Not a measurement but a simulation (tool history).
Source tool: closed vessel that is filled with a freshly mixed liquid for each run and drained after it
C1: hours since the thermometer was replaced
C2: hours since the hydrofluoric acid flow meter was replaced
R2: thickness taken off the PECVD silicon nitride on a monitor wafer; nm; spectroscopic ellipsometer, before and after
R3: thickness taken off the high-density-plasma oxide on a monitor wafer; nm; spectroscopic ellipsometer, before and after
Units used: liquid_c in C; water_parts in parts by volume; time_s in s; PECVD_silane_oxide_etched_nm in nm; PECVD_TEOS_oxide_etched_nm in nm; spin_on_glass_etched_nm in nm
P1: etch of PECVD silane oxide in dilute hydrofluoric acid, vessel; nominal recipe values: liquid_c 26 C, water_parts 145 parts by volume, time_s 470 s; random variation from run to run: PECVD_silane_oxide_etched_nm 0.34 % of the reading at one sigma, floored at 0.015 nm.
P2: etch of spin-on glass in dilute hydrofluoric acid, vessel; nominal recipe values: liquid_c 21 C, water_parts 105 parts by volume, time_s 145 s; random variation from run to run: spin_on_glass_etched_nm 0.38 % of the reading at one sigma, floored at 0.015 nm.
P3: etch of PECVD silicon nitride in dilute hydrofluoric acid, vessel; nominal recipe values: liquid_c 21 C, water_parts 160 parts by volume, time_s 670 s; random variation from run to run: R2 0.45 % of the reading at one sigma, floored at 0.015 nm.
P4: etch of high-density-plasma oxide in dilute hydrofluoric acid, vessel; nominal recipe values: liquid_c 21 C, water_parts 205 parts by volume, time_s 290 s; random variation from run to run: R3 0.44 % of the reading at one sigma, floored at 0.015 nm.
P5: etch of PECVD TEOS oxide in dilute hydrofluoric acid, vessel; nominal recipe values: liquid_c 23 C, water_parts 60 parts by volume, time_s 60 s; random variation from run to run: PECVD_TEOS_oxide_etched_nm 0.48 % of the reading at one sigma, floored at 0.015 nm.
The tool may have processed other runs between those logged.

Run 1, hour 7.7: process P1, liquid_c 26 C, water_parts 145 parts by volume, time_s 470 s; C1 297.2; C2 690.4. Result: PECVD_silane_oxide_etched_nm 49.302 nm.
Run 2, hour 13.1: process P3, liquid_c 17 C, water_parts 160 parts by volume, time_s 670 s; C1 302.6; C2 695.8. Result: R2 8.6927 nm.
Run 3, hour 19.9: process P4, liquid_c 21 C, water_parts 205 parts by volume, time_s 290 s; C1 309.4; C2 702.6. Result: R3 5.6297 nm.
Run 4, hour 24.6: process P5, liquid_c 23 C, water_parts 90 parts by volume, time_s 60 s; C1 314.1; C2 707.3. Result: PECVD_TEOS_oxide_etched_nm 10.222 nm.
Run 5, hour 31.4: process P1, liquid_c 26 C, water_parts 145 parts by volume, time_s 470 s; C1 320.9; C2 714.1. Result: PECVD_silane_oxide_etched_nm 49.191 nm.
Run 6, hour 35.4: process P3, liquid_c 21 C, water_parts 285 parts by volume, time_s 670 s; C1 324.9; C2 718.1. Result: R2 6.5048 nm.
Run 7, hour 42.8: process P2, liquid_c 21 C, water_parts 105 parts by volume, time_s 145 s; C1 332.3; C2 725.5. Result: spin_on_glass_etched_nm 26.003 nm.
Run 8, hour 48.1: process P1, liquid_c 26 C, water_parts 145 parts by volume, time_s 185 s; C1 337.6; C2 730.8. Result: PECVD_silane_oxide_etched_nm 19.227 nm.
Run 9, hour 51.8: process P1, liquid_c 26 C, water_parts 145 parts by volume, time_s 470 s; C1 341.3; C2 734.5. Result: PECVD_silane_oxide_etched_nm 49.167 nm.
Run 10, hour 55.5: process P4, liquid_c 21 C, water_parts 290 parts by volume, time_s 290 s; C1 345; C2 738.2. Result: R3 3.7183 nm.
Run 11, hour 63.8: process P1, liquid_c 26 C, water_parts 245 parts by volume, time_s 470 s; C1 353.3; C2 746.5. Result: PECVD_silane_oxide_etched_nm 25.995 nm.
Run 12, hour 71.8: process P2, liquid_c 21 C, water_parts 105 parts by volume, time_s 285 s; C1 361.3; C2 754.5. Result: spin_on_glass_etched_nm 51.163 nm.
Run 13, hour 79.8: process P1, liquid_c 26 C, water_parts 210 parts by volume, time_s 70 s; C1 369.3; C2 762.5. Result: PECVD_silane_oxide_etched_nm 4.6933 nm.
Run 14, hour 84: process P4, liquid_c 21 C, water_parts 205 parts by volume, time_s 140 s; C1 373.5; C2 766.7. Result: R3 2.7821 nm.
Run 15, hour 92.4: process P1, liquid_c 26 C, water_parts 70 parts by volume, time_s 470 s; C1 381.9; C2 775.1. Result: PECVD_silane_oxide_etched_nm 112.24 nm.
Run 16, hour 96.8: process P1, liquid_c 32.5 C, water_parts 235 parts by volume, time_s 470 s; C1 386.3; C2 779.5. Result: PECVD_silane_oxide_etched_nm 34.109 nm.
Run 17, hour 103.1: process P1, liquid_c 26 C, water_parts 145 parts by volume, time_s 470 s; C1 392.6; C2 785.8. Result: PECVD_silane_oxide_etched_nm 49.566 nm.
Run 18, hour 108.8: process P4, liquid_c 17 C, water_parts 205 parts by volume, time_s 290 s; C1 398.3; C2 791.5. Result: R3 4.8516 nm.
At hour 115.2: thermometer replaced.
Run 19, hour 115.5: process P5, liquid_c 23 C, water_parts 60 parts by volume, time_s 60 s; C1 0.3; C2 798.2. Result: PECVD_TEOS_oxide_etched_nm 16.031 nm.
Run 20, hour 122.1: process P1, liquid_c 26 C, water_parts 145 parts by volume, time_s 885 s; C1 6.9; C2 804.8. Result: PECVD_silane_oxide_etched_nm 92.391 nm.
Run 21, hour 127: process P2, liquid_c 17 C, water_parts 105 parts by volume, time_s 145 s; C1 11.8; C2 809.7. Result: spin_on_glass_etched_nm 22.119 nm.
Run 22, hour 131.8: process P1, liquid_c 26 C, water_parts 90 parts by volume, time_s 160 s; C1 16.6; C2 814.5. Result: PECVD_silane_oxide_etched_nm 28.872 nm.
Run 23, hour 137.3: process P3, liquid_c 21 C, water_parts 160 parts by volume, time_s 670 s; C1 22.1; C2 820. Result: R2 11.38 nm.
Run 24, hour 141: process P5, liquid_c 23 C, water_parts 60 parts by volume, time_s 110 s; C1 25.8; C2 823.7. Result: PECVD_TEOS_oxide_etched_nm 29.581 nm.
Run 25, hour 146.5: process P5, liquid_c 29.5 C, water_parts 60 parts by volume, time_s 60 s; C1 31.3; C2 829.2. Result: PECVD_TEOS_oxide_etched_nm 20.963 nm.
Run 26, hour 154.9: process P3, liquid_c 21 C, water_parts 160 parts by volume, time_s 195 s; C1 39.7; C2 837.6. Result: R2 3.337 nm.
Run 27, hour 161.9: process P1, liquid_c 19 C, water_parts 145 parts by volume, time_s 470 s; C1 46.7; C2 844.6. Result: PECVD_silane_oxide_etched_nm 37.391 nm.

For run 28, what comes out?
Run 28, hour 169.6: process P2, liquid_c 21 C, water_parts 140 parts by volume, time_s 145 s; C1 54.4; C2 852.3. Result: spin_on_glass_etched_nm ?.

For run 28 the tool returned spin_on_glass_etched_nm 18.89 nm.
